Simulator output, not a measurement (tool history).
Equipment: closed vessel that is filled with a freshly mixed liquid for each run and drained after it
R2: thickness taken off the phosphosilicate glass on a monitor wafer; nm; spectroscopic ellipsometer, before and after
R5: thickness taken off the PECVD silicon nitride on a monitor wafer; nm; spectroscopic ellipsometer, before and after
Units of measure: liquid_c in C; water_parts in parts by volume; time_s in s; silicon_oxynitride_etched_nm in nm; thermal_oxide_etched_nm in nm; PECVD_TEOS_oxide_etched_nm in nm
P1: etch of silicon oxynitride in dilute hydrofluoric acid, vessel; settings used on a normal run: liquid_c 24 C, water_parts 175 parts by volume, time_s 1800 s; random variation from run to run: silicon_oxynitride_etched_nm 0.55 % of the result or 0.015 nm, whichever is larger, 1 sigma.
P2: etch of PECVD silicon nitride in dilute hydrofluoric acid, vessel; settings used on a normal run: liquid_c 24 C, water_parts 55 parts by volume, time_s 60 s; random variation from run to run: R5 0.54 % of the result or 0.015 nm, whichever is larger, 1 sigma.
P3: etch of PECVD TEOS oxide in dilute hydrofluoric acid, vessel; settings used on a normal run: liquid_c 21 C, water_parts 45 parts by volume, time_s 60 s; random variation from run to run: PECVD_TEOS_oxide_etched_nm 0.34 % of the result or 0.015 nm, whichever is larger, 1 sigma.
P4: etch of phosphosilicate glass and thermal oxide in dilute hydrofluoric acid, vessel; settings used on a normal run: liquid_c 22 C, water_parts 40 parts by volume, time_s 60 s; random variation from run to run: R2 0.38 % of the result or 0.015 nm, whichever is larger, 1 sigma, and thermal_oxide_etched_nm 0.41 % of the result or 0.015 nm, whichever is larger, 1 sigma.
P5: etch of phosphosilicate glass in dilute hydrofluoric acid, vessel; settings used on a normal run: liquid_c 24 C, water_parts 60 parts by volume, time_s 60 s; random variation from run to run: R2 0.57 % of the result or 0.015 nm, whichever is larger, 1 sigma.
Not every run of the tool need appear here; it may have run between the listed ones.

{"run": 1, "hour": 6.8, "process": "P1", "liquid_c": 24, "water_parts": 175, "time_s": 1800, "silicon_oxynitride_etched_nm": 18.169}
{"run": 2, "hour": 13.8, "process": "P4", "liquid_c": 22, "water_parts": 40, "time_s": 30, "R2": 150.4, "thermal_oxide_etched_nm": 3.4397}
{"run": 3, "hour": 19.3, "process": "P4", "liquid_c": 22, "water_parts": 40, "time_s": 60, "R2": 301.55, "thermal_oxide_etched_nm": 6.877}
{"run": 4, "hour": 28.1, "process": "P1", "liquid_c": 31, "water_parts": 175, "time_s": 1800, "silicon_oxynitride_etched_nm": 24.626}
{"hour": 38.4, "done": "thermometer replaced"}
{"run": 5, "hour": 40.1, "process": "P3", "liquid_c": 21, "water_parts": 70, "time_s": 60, "PECVD_TEOS_oxide_etched_nm": 14.041}
{"run": 6, "hour": 48.2, "process": "P1", "liquid_c": 29.5, "water_parts": 300, "time_s": 1800, "silicon_oxynitride_etched_nm": 12.294}
{"run": 7, "hour": 59.9, "process": "P1", "liquid_c": 19, "water_parts": 175, "time_s": 1800, "silicon_oxynitride_etched_nm": 14.599}
{"run": 8, "hour": 70.3, "process": "P1", "liquid_c": 24, "water_parts": 175, "time_s": 105, "silicon_oxynitride_etched_nm": 1.0378}
{"run": 9, "hour": 76.4, "process": "P3", "liquid_c": 21, "water_parts": 45, "time_s": 60, "PECVD_TEOS_oxide_etched_nm": 22.606}
{"run": 10, "hour": 85.0, "process": "P5", "liquid_c": 30.5, "water_parts": 60, "time_s": 60, "R2": 101.19}
{"run": 11, "hour": 94.3, "process": "P1", "liquid_c": 24, "water_parts": 255, "time_s": 1800, "silicon_oxynitride_etched_nm": 11.895}
{"run": 12, "hour": 101.1, "process": "P1", "liquid_c": 24, "water_parts": 175, "time_s": 2755, "silicon_oxynitride_etched_nm": 27.869}
{"run": 13, "hour": 108.6, "process": "P3", "liquid_c": 21, "water_parts": 45, "time_s": 110, "PECVD_TEOS_oxide_etched_nm": 41.287}
{"hour": 112.8, "done": "hydrofluoric acid flow meter replaced"}
{"run": 14, "hour": 115.5, "process": "P2", "liquid_c": 24, "water_parts": 55, "time_s": 110, "R5": 9.4716}
{"run": 15, "hour": 123.3, "process": "P1", "liquid_c": 24, "water_parts": 175, "time_s": 1800, "silicon_oxynitride_etched_nm": 18.221}
{"run": 16, "hour": 133.8, "process": "P4", "liquid_c": 22, "water_parts": 55, "time_s": 60, "R2": 215.5, "thermal_oxide_etched_nm": 4.9152}
{"run": 17, "hour": 145.2, "process": "P1", "liquid_c": 24, "water_parts": 175, "time_s": 1800, "silicon_oxynitride_etched_nm": 18.106}
{"run": 18, "hour": 154.9, "process": "P3", "liquid_c": 25.5, "water_parts": 45, "time_s": 60, "PECVD_TEOS_oxide_etched_nm": 27.096}
{"run": 19, "hour": 166.3, "process": "P5", "liquid_c": 24, "water_parts": 60, "time_s": 60, "R2": 77.226}
{"run": 20, "hour": 172.1, "process": "P1", "liquid_c": 24, "water_parts": 50, "time_s": 1800, "silicon_oxynitride_etched_nm": 70.497}
{"run": 21, "hour": 179.5, "process": "P1", "liquid_c": 24, "water_parts": 75, "time_s": 735, "silicon_oxynitride_etched_nm": 18.912}
{"run": 22, "hour": 187.1, "process": "P1", "liquid_c": 24, "water_parts": 175, "time_s": 1800, "silicon_oxynitride_etched_nm": 18.274}
{"run": 23, "hour": 197.4, "process": "P2", "liquid_c": 19.5, "water_parts": 55, "time_s": 60, "R5": 3.8077}
{"run": 24, "hour": 205.0, "process": "P5", "liquid_c": 24, "water_parts": 60, "time_s": 90, "R2": 117.38}
{"run": 25, "hour": 210.3, "process": "P5", "liquid_c": 24, "water_parts": 110, "time_s": 60, "R2": 39.608}
{"run": 26, "hour": 219.1, "process": "P2", "liquid_c": 24, "water_parts": 20, "time_s": 60, "R5": 13.879}
{"run": 27, "hour": 226.6, "process": "P4", "liquid_c": 27.5, "water_parts": 40, "time_s": 60, "R2": 377.32, "thermal_oxide_etched_nm": 8.6955}
{"run": 28, "hour": 237.1, "process": "P1", "liquid_c": 24, "water_parts": 175, "time_s": 1800, "silicon_oxynitride_etched_nm": 18.339}
{"run": 29, "hour": 244.2, "process": "P2", "liquid_c": 24, "water_parts": 55, "time_s": 60, "R5": 5.1679}

Forecast run 30:
{"run": 30, "hour": 249.7, "process": "P3", "liquid_c": 21, "water_parts": 45, "time_s": 60, "PECVD_TEOS_oxide_etched_nm": "?"}

{"run 30": {"PECVD_TEOS_oxide_etched_nm": 22.47}}

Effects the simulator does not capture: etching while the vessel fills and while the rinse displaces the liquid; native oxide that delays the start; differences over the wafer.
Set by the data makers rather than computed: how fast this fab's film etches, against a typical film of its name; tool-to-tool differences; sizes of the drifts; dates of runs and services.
